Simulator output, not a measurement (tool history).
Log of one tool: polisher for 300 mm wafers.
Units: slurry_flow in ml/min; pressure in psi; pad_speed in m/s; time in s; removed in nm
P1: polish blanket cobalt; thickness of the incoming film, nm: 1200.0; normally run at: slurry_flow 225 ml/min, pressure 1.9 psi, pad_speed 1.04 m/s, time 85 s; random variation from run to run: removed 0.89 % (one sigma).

{"run": 1, "day": 0.129, "slurry_flow": 225, "pressure": 1.9, "pad_speed": 1.04, "time": 85, "removed": 497.59}
{"run": 2, "day": 0.329, "slurry_flow": 225, "pressure": 1.9, "pad_speed": 1.56, "time": 85, "removed": 741.81}
{"run": 3, "day": 0.533, "slurry_flow": 225, "pressure": 1.9, "pad_speed": 1.04, "time": 85, "removed": 498.49}
{"run": 4, "day": 0.65, "slurry_flow": 225, "pressure": 1.9, "pad_speed": 0.66, "time": 85, "removed": 319.59}
{"run": 5, "day": 0.762, "slurry_flow": 225, "pressure": 1.9, "pad_speed": 1.04, "time": 85, "removed": 500.24}
{"run": 6, "day": 0.875, "slurry_flow": 225, "pressure": 1.9, "pad_speed": 1.04, "time": 41, "removed": 243.46}
{"run": 7, "day": 1.062, "slurry_flow": 285, "pressure": 1.9, "pad_speed": 1.04, "time": 85, "removed": 510.84}
{"run": 8, "day": 1.158, "slurry_flow": 225, "pressure": 0.9, "pad_speed": 1.04, "time": 85, "removed": 234.6}
{"run": 9, "day": 1.362, "slurry_flow": 225, "pressure": 1.4, "pad_speed": 1.58, "time": 85, "removed": 563.91}
{"run": 10, "day": 1.525, "slurry_flow": 225, "pressure": 1.9, "pad_speed": 1.04, "time": 85, "removed": 497.89}
{"run": 11, "day": 1.667, "slurry_flow": 225, "pressure": 1.9, "pad_speed": 1.04, "time": 123, "removed": 722.43}
{"day": 1.671, "done": "worn pad replaced by a new one"}
{"run": 12, "day": 1.817, "slurry_flow": 225, "pressure": 1, "pad_speed": 1.04, "time": 116, "removed": 358.66}
{"run": 13, "day": 1.95, "slurry_flow": 225, "pressure": 3, "pad_speed": 1.04, "time": 85, "removed": 782.9}
{"run": 14, "day": 2.158, "slurry_flow": 135, "pressure": 1.9, "pad_speed": 1.04, "time": 85, "removed": 458.67}
{"day": 2.171, "done": "head pressure recalibrated"}
{"run": 15, "day": 2.317, "slurry_flow": 225, "pressure": 1.9, "pad_speed": 1.04, "time": 85, "removed": 500.6}
{"run": 16, "day": 2.483, "slurry_flow": 225, "pressure": 1.9, "pad_speed": 1.04, "time": 85, "removed": 498.12}
{"run": 17, "day": 2.6, "slurry_flow": 225, "pressure": 1.9, "pad_speed": 1.04, "time": 85, "removed": 490.42}
{"run": 18, "day": 2.75, "slurry_flow": 225, "pressure": 1.9, "pad_speed": 1.04, "time": 85, "removed": 488.32}
{"day": 2.842, "done": "worn pad replaced by a new one"}
{"run": 19, "day": 2.917, "slurry_flow": 225, "pressure": 1.9, "pad_speed": 1.04, "time": 85, "removed": 474.96}
{"run": 20, "day": 3.021, "slurry_flow": 225, "pressure": 1.9, "pad_speed": 1.04, "time": 85, "removed": 475.49}
{"run": 21, "day": 3.117, "slurry_flow": 225, "pressure": 1.9, "pad_speed": 1.04, "time": 85, "removed": 468.96}
{"run": 22, "day": 3.304, "slurry_flow": 225, "pressure": 1.9, "pad_speed": 1.04, "time": 85, "removed": 472.82}
{"run": 23, "day": 3.438, "slurry_flow": 225, "pressure": 1.9, "pad_speed": 1.04, "time": 85, "removed": 466.82}

What P1 gives has crept away from where it was. These 2 causes fit the log equally well, each at the size given:
A: head's pressure below its setpoint, % = 5.79
B: slurry flow missing at the pad, % = 34
The creep began at about day 2.483.
Why every other cause is out:
removal rate lost through wear of the pad, %: serviced at day 2.842, which brought nothing back

4 check runs are offered, each on 5 wafers whose results are averaged, their results left as question marks. Which one tells the causes apart?
{"run": "check 1", "day": 3.571, "slurry_flow": 135, "pressure": 1.9, "pad_speed": 1.04, "time": 60, "removed": "?"}
{"run": "check 2", "day": 3.571, "slurry_flow": 225, "pressure": 2.7, "pad_speed": 1.04, "time": 114, "removed": "?"}
{"run": "check 3", "day": 3.571, "slurry_flow": 225, "pressure": 1.5, "pad_speed": 1.56, "time": 85, "removed": "?"}
{"run": "check 4", "day": 3.571, "slurry_flow": 225, "pressure": 1.9, "pad_speed": 1.04, "time": 113, "removed": "?"}

What each check would give under each cause:
check=check_1 result=removed if_A=307.63 if_B=296.89
check=check_2 result=removed if_A=896.98 if_B=896.98
check=check_3 result=removed if_A=557.33 if_B=557.33
check=check_4 result=removed if_A=625.67 if_B=625.67
How far apart the two closest causes lie, in the result that separates them most: check 1 3.55 %; check 2 0 %; check 3 0 %; check 4 0 %
Only check 1 tells the causes apart: in the others they would give nearly the same result.

Then check 1 was run and gave: removed 297.56 nm. Which cause is it?

It is B: slurry flow missing at the pad, %.
